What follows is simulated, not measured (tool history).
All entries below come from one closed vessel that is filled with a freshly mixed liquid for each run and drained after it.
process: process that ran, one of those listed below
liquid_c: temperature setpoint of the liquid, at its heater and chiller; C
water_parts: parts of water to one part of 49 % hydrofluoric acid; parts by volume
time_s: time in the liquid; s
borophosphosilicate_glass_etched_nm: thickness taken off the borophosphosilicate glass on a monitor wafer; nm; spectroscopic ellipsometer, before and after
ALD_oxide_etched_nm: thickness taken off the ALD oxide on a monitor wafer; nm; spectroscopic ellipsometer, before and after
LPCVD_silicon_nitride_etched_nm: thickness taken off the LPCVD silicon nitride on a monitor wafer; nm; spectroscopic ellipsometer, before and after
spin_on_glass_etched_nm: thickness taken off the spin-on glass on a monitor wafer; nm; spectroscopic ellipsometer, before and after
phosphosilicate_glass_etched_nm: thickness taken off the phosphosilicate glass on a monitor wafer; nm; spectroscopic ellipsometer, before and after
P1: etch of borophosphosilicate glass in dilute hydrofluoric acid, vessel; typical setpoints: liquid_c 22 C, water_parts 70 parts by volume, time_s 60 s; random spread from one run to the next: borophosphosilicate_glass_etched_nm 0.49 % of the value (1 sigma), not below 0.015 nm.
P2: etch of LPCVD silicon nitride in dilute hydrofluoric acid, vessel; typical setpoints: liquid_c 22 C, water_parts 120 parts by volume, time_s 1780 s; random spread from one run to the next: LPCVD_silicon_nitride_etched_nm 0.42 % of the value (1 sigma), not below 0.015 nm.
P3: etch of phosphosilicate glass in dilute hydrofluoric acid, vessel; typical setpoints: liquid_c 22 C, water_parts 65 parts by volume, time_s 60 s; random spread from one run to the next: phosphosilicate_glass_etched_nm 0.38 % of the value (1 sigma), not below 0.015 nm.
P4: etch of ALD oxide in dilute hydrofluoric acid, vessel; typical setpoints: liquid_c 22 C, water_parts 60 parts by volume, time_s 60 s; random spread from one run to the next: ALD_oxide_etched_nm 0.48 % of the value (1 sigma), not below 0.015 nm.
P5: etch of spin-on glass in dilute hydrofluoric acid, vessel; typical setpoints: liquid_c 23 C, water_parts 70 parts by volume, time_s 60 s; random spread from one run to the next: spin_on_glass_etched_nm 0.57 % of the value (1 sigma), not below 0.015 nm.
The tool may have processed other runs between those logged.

run	hour	process	liquid_c	water_parts	time_s	hours since the thermometer was replaced	hours since the hydrofluoric acid flow meter was replaced	borophosphosilicate_glass_etched_nm	ALD_oxide_etched_nm	LPCVD_silicon_nitride_etched_nm	spin_on_glass_etched_nm	phosphosilicate_glass_etched_nm
1	8.7	P1	22	70	60	702	1026.7	37.232				
2	14.8	P4	22	20	60	708.1	1032.8		29.259			
3	19	P2	22	120	85	712.3	1037			0.30495		
4	24.1	P1	18.5	70	60	717.4	1042.1	32.069				
5	30.8	P1	22	70	60	724.1	1048.8	37.604				
6	38.3	P2	17	120	1780	731.6	1056.3			4.6692		
7	46.6	P1	22	70	60	739.9	1064.6	37.589				
8	54	P1	22	70	60	747.3	1072	37.152				
9	59.2	P1	27.5	70	30	752.5	1077.2	23.335				
10	65.8	P5	23	20	60	759.1	1083.8				116.17	
11	73.1	P1	22	70	60	766.4	1091.1	37.338				
12	77.4	P1	28	70	60	770.7	1095.4	47.818				
13	86.3	P1	22	70	30	779.6	1104.3	18.786				
14	94.3	P2	22	120	1780	787.6	1112.3			6.511		
15	103.3	P1	22	70	100	796.6	1121.3	62.614				
16	112.3	P5	23	70	60	805.6	1130.3				31.146	
17	117	P1	22	20	60	810.3	1135	140.12				
18	122.5	P3	22	115	60	815.8	1140.5					53.867
19	129.2	P4	28.5	60	60	822.5	1147.2		12.126			
# hour 136.2: hydrofluoric acid flow meter replaced
20	137.9	P5	23	70	60	831.2	1.7				31.132	
21	143.5	P5	30	70	60	836.8	7.3				41.159	
22	150.2	P3	22	65	60	843.5	14					101.46
23	157.3	P1	22	70	60	850.6	21.1	37.57				
24	163.3	P3	22	65	110	856.6	27.1					184.55
25	167.5	P4	22	60	95	860.8	31.3		14.86			
# hour 169.1: thermometer replaced
26	175.1	P3	22	65	60	6.1	38.9					101.99
27	182.2	P5	23	70	30	13.2	46				15.524	
28	187.9	P2	22	185	1780	18.9	51.7			4.2758		
29	195.5	P3	26	65	60	26.5	59.3					119.68
30	203.3	P2	22	120	1780	34.3	67.1			6.5813		
31	209.5	P1	22	125	60	40.5	73.3	19.589				
32	215.8	P4	22	60	60	46.8	79.6		9.4339			

Run 33 comes next. What will it give?
33	221.1	P1	22	70	60	52.1	84.9	?				

borophosphosilicate_glass_etched_nm: 37.194 nm

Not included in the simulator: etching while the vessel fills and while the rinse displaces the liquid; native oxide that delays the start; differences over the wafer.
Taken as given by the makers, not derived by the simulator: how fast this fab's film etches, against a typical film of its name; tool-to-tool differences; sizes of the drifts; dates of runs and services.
